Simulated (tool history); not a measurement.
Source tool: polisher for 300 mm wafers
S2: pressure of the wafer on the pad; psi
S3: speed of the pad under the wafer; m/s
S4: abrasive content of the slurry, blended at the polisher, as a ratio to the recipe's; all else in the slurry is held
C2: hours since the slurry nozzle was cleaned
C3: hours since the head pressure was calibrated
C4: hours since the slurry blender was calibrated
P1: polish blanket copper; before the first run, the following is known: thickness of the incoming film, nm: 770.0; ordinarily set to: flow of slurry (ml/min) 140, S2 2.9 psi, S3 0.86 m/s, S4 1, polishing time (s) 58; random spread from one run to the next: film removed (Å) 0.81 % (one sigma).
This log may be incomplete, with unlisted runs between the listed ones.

Run 1, day 0.308: flow of slurry (ml/min) 140, S2 2.9 psi, S3 0.86 m/s, S4 1, polishing time (s) 58; wafers polished on this pad 355; C2 53.5; C3 175.6; C4 344.3. Result: film removed (Å) 1243.9.
Run 2, day 0.8: flow of slurry (ml/min) 140, S2 1.3 psi, S3 0.86 m/s, S4 1, polishing time (s) 58; wafers polished on this pad 450; C2 65.3; C3 187.4; C4 356.1. Result: film removed (Å) 560.13.
Run 3, day 1.158: flow of slurry (ml/min) 140, S2 2.9 psi, S3 0.38 m/s, S4 1, polishing time (s) 58; wafers polished on this pad 519; C2 73.9; C3 196; C4 364.7. Result: film removed (Å) 547.62.
Run 4, day 1.483: flow of slurry (ml/min) 140, S2 4 psi, S3 0.86 m/s, S4 1, polishing time (s) 58; wafers polished on this pad 581; C2 81.7; C3 203.8; C4 372.5. Result: film removed (Å) 1688.7.
Run 5, day 1.75: flow of slurry (ml/min) 100, S2 2.9 psi, S3 0.86 m/s, S4 0.7, polishing time (s) 58; wafers polished on this pad 633; C2 88.1; C3 210.2; C4 378.9. Result: film removed (Å) 1071.4.
Run 6, day 2.071: flow of slurry (ml/min) 85, S2 2.9 psi, S3 0.86 m/s, S4 1.25, polishing time (s) 58; wafers polished on this pad 694; C2 95.8; C3 217.9; C4 386.6. Result: film removed (Å) 1153.9.
Run 7, day 2.367: flow of slurry (ml/min) 140, S2 2.9 psi, S3 0.86 m/s, S4 1, polishing time (s) 58; wafers polished on this pad 751; C2 102.9; C3 225; C4 393.7. Result: film removed (Å) 1224.9.
Run 8, day 2.721: flow of slurry (ml/min) 140, S2 2.9 psi, S3 0.86 m/s, S4 1, polishing time (s) 58; wafers polished on this pad 819; C2 111.4; C3 233.5; C4 402.2. Result: film removed (Å) 1248.9.
Run 9, day 3.088: flow of slurry (ml/min) 140, S2 2.9 psi, S3 0.86 m/s, S4 1, polishing time (s) 58; wafers polished on this pad 890; C2 120.2; C3 242.3; C4 411. Result: film removed (Å) 1227.
Run 10, day 3.638: flow of slurry (ml/min) 85, S2 2.9 psi, S3 0.86 m/s, S4 1, polishing time (s) 58; wafers polished on this pad 996; C2 133.4; C3 255.5; C4 424.2. Result: film removed (Å) 1108.8.
Run 11, day 3.883: flow of slurry (ml/min) 140, S2 2.9 psi, S3 0.86 m/s, S4 1.35, polishing time (s) 58; wafers polished on this pad 1043; C2 139.3; C3 261.4; C4 430.1. Result: film removed (Å) 1303.7.
Run 12, day 4.162: flow of slurry (ml/min) 140, S2 2.9 psi, S3 0.86 m/s, S4 1, polishing time (s) 58; wafers polished on this pad 1097; C2 146; C3 268.1; C4 436.8. Result: film removed (Å) 1230.6.
Run 13, day 4.679: flow of slurry (ml/min) 140, S2 2.9 psi, S3 0.86 m/s, S4 1, polishing time (s) 90; wafers polished on this pad 1196; C2 158.4; C3 280.5; C4 449.2. Result: film removed (Å) 1925.8.
Run 14, day 5.05: flow of slurry (ml/min) 140, S2 2.9 psi, S3 0.86 m/s, S4 1, polishing time (s) 37; wafers polished on this pad 1267; C2 167.3; C3 289.4; C4 458.1. Result: film removed (Å) 802.63.
At day 5.212: slurry nozzle cleaned.
Run 15, day 5.371: flow of slurry (ml/min) 140, S2 2.9 psi, S3 0.86 m/s, S4 0.65, polishing time (s) 58; wafers polished on this pad 1329; C2 3.9; C3 297.1; C4 465.8. Result: film removed (Å) 1111.7.
Run 16, day 5.65: flow of slurry (ml/min) 140, S2 2.9 psi, S3 1.24 m/s, S4 1, polishing time (s) 58; wafers polished on this pad 1383; C2 10.6; C3 303.8; C4 472.5. Result: film removed (Å) 1791.5.
Run 17, day 5.954: flow of slurry (ml/min) 140, S2 2.9 psi, S3 0.86 m/s, S4 1, polishing time (s) 58; wafers polished on this pad 1441; C2 17.9; C3 311.1; C4 479.8. Result: film removed (Å) 1226.5.
Run 18, day 6.292: flow of slurry (ml/min) 185, S2 2.9 psi, S3 0.86 m/s, S4 1, polishing time (s) 58; wafers polished on this pad 1506; C2 26; C3 319.2; C4 487.9. Result: film removed (Å) 1284.7.
Run 19, day 6.817: flow of slurry (ml/min) 140, S2 2.9 psi, S3 0.86 m/s, S4 1, polishing time (s) 58; wafers polished on this pad 1607; C2 38.6; C3 331.8; C4 500.5. Result: film removed (Å) 1243.3.

Forecast run 20:
Run 20, day 7.167: flow of slurry (ml/min) 140, S2 2.9 psi, S3 0.86 m/s, S4 1, polishing time (s) 58; wafers polished on this pad 1675; C2 47; C3 340.2; C4 508.9. Result: film removed (Å) ?.

{"run 20": {"film removed (Å)": 1212.1}}

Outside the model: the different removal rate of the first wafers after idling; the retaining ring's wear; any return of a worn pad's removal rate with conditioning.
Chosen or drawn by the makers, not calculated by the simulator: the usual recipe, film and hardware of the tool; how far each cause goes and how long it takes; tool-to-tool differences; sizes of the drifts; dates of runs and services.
